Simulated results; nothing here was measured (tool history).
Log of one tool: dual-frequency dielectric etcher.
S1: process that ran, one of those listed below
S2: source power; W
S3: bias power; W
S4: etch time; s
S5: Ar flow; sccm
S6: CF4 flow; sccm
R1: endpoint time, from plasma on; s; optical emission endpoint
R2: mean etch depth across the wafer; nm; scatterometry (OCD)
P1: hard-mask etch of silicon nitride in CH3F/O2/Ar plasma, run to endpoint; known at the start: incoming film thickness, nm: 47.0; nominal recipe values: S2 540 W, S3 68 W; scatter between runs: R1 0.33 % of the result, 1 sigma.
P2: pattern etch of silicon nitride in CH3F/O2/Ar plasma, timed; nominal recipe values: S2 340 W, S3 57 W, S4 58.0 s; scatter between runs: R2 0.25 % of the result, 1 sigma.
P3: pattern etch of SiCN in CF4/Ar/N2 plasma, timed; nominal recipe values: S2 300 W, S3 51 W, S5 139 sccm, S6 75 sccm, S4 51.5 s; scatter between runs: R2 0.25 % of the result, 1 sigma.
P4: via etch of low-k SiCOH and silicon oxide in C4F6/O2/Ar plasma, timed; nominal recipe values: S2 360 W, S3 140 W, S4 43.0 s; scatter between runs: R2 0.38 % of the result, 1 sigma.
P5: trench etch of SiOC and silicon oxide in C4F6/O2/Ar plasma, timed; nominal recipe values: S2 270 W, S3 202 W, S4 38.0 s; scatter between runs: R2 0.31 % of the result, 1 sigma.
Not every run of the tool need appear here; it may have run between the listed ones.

Run 1, hour 5.1: S1 P1, S2 540 W, S3 68 W. Result: R1 62.155 s.
Run 2, hour 12.4: S1 P1, S2 540 W, S3 68 W. Result: R1 62.317 s.
Run 3, hour 16.1: S1 P5, S2 270 W, S3 202 W, S4 27.0 s. Result: R2 47.404 nm.
Run 4, hour 23.1: S1 P3, S2 300 W, S3 51 W, S4 51.5 s, S5 185 sccm, S6 75 sccm. Result: R2 24.940 nm.
Run 5, hour 28.6: S1 P4, S2 360 W, S3 183 W, S4 43.0 s. Result: R2 96.399 nm.
Run 6, hour 35.4: S1 P2, S2 340 W, S3 79 W, S4 58.0 s. Result: R2 40.592 nm.
Run 7, hour 41.0: S1 P2, S2 340 W, S3 57 W, S4 58.0 s. Result: R2 36.401 nm.
Run 8, hour 48.0: S1 P3, S2 300 W, S3 51 W, S4 70.5 s, S5 139 sccm, S6 75 sccm. Result: R2 36.095 nm.
Run 9, hour 53.3: S1 P4, S2 360 W, S3 140 W, S4 43.0 s. Result: R2 89.280 nm.
Run 10, hour 60.4: S1 P2, S2 470 W, S3 57 W, S4 58.0 s. Result: R2 41.240 nm.
Run 11, hour 66.0: S1 P1, S2 540 W, S3 68 W. Result: R1 62.311 s.
Run 12, hour 71.6: S1 P4, S2 360 W, S3 140 W, S4 63.5 s. Result: R2 131.300 nm.
Run 13, hour 75.5: S1 P1, S2 710 W, S3 68 W. Result: R1 55.901 s.
Run 14, hour 79.6: S1 P1, S2 380 W, S3 68 W. Result: R1 70.777 s.
Run 15, hour 86.6: S1 P3, S2 410 W, S3 51 W, S4 51.5 s, S5 139 sccm, S6 75 sccm. Result: R2 34.784 nm.
Run 16, hour 93.1: S1 P1, S2 540 W, S3 84 W. Result: R1 57.701 s.
Run 17, hour 97.4: S1 P3, S2 300 W, S3 39 W, S4 51.5 s, S5 139 sccm, S6 75 sccm. Result: R2 24.137 nm.
Run 18, hour 102.4: S1 P5, S2 270 W, S3 202 W, S4 38.0 s. Result: R2 66.710 nm.
Run 19, hour 110.3: S1 P1, S2 540 W, S3 52 W. Result: R1 67.858 s.
Run 20, hour 115.1: S1 P1, S2 740 W, S3 55 W. Result: R1 58.926 s.
Run 21, hour 121.7: S1 P1, S2 540 W, S3 68 W. Result: R1 61.942 s.
Run 22, hour 129.6: S1 P5, S2 190 W, S3 202 W, S4 38.0 s. Result: R2 58.556 nm.
Run 23, hour 134.8: S1 P1, S2 540 W, S3 68 W. Result: R1 61.947 s.
Run 24, hour 140.0: S1 P5, S2 270 W, S3 202 W, S4 38.0 s. Result: R2 66.698 nm.
Run 25, hour 147.9: S1 P1, S2 540 W, S3 68 W. Result: R1 61.654 s.
Run 26, hour 154.8: S1 P5, S2 270 W, S3 144 W, S4 38.0 s. Result: R2 59.808 nm.
Run 27, hour 162.5: S1 P3, S2 300 W, S3 51 W, S4 51.5 s, S5 139 sccm, S6 75 sccm. Result: R2 26.392 nm.
Run 28, hour 170.1: S1 P4, S2 500 W, S3 140 W, S4 43.0 s. Result: R2 100.830 nm.
Run 29, hour 177.8: S1 P3, S2 300 W, S3 51 W, S4 51.5 s, S5 139 sccm, S6 61 sccm. Result: R2 25.548 nm.
Run 30, hour 181.4: S1 P2, S2 340 W, S3 57 W, S4 84.5 s. Result: R2 52.917 nm.
Run 31, hour 187.5: S1 P1, S2 540 W, S3 68 W. Result: R1 61.798 s.
Run 32, hour 195.6: S1 P1, S2 540 W, S3 68 W. Result: R1 62.175 s.
Run 33, hour 203.6: S1 P1, S2 540 W, S3 68 W. Result: R1 62.610 s.
Run 34, hour 208.5: S1 P1, S2 540 W, S3 68 W. Result: R1 62.759 s.
Run 35, hour 213.2: S1 P1, S2 540 W, S3 68 W. Result: R1 62.982 s.
Run 36, hour 218.0: S1 P1, S2 540 W, S3 68 W. Result: R1 62.788 s.
At hour 220.0: wet clean of the chamber.
Run 37, hour 225.4: S1 P1, S2 540 W, S3 68 W. Result: R1 63.007 s.
Run 38, hour 230.2: S1 P1, S2 540 W, S3 68 W. Result: R1 63.218 s.
Run 39, hour 237.1: S1 P1, S2 540 W, S3 68 W. Result: R1 62.581 s.
Run 40, hour 244.2: S1 P1, S2 540 W, S3 68 W. Result: R1 63.243 s.
Run 41, hour 248.4: S1 P1, S2 540 W, S3 68 W. Result: R1 62.857 s.
Run 42, hour 252.8: S1 P1, S2 540 W, S3 68 W. Result: R1 63.205 s.
Run 43, hour 257.5: S1 P1, S2 540 W, S3 68 W. Result: R1 63.751 s.

What P1 gives has crept away from where it was. These 2 causes fit the log equally well, each at the size given:
A: bias power that arrives under what is set, % = 4.95
B: source power that arrives under what is set, % = 4.25
The onset of the drift is placed at about hour 195.6.
Why every other cause is out:
chamber walls in a state that lowers the etch rate, %: serviced at hour 220.0, which brought nothing back

Which of the 4 check runs listed below separates the causes, so that each cause would produce a clearly different result? Each run uses one wafer, and its results are marked with question marks.
Run check 1, hour 262.2: S1 P4, S2 360 W, S3 140 W, S4 43.0 s. Result: R2 ?.
Run check 2, hour 262.2: S1 P3, S2 300 W, S3 51 W, S4 51.5 s, S5 139 sccm, S6 75 sccm. Result: R2 ?.
Run check 3, hour 262.2: S1 P2, S2 340 W, S3 57 W, S4 58.0 s. Result: R2 ?.
Run check 4, hour 262.2: S1 P5, S2 270 W, S3 202 W, S4 38.0 s. Result: R2 ?.

Predicted outcomes, by check and by cause:
  check  result    if A    if B
check 1      R2  87.672  87.501
check 2      R2  25.955  25.425
check 3      R2  35.738  35.735
check 4      R2  65.629  65.642
Separation of the two closest causes in each check, using whichever result separates them best: check 1 0.2 %; check 2 2.06 %; check 3 0.01 %; check 4 0.02 %
Check 2 tells the causes apart: in the others they would give nearly the same result.

After running check 2, the following was obtained: R2 25.461 nm. Which cause does this point to?

The cause is B: source power that arrives under what is set, %.

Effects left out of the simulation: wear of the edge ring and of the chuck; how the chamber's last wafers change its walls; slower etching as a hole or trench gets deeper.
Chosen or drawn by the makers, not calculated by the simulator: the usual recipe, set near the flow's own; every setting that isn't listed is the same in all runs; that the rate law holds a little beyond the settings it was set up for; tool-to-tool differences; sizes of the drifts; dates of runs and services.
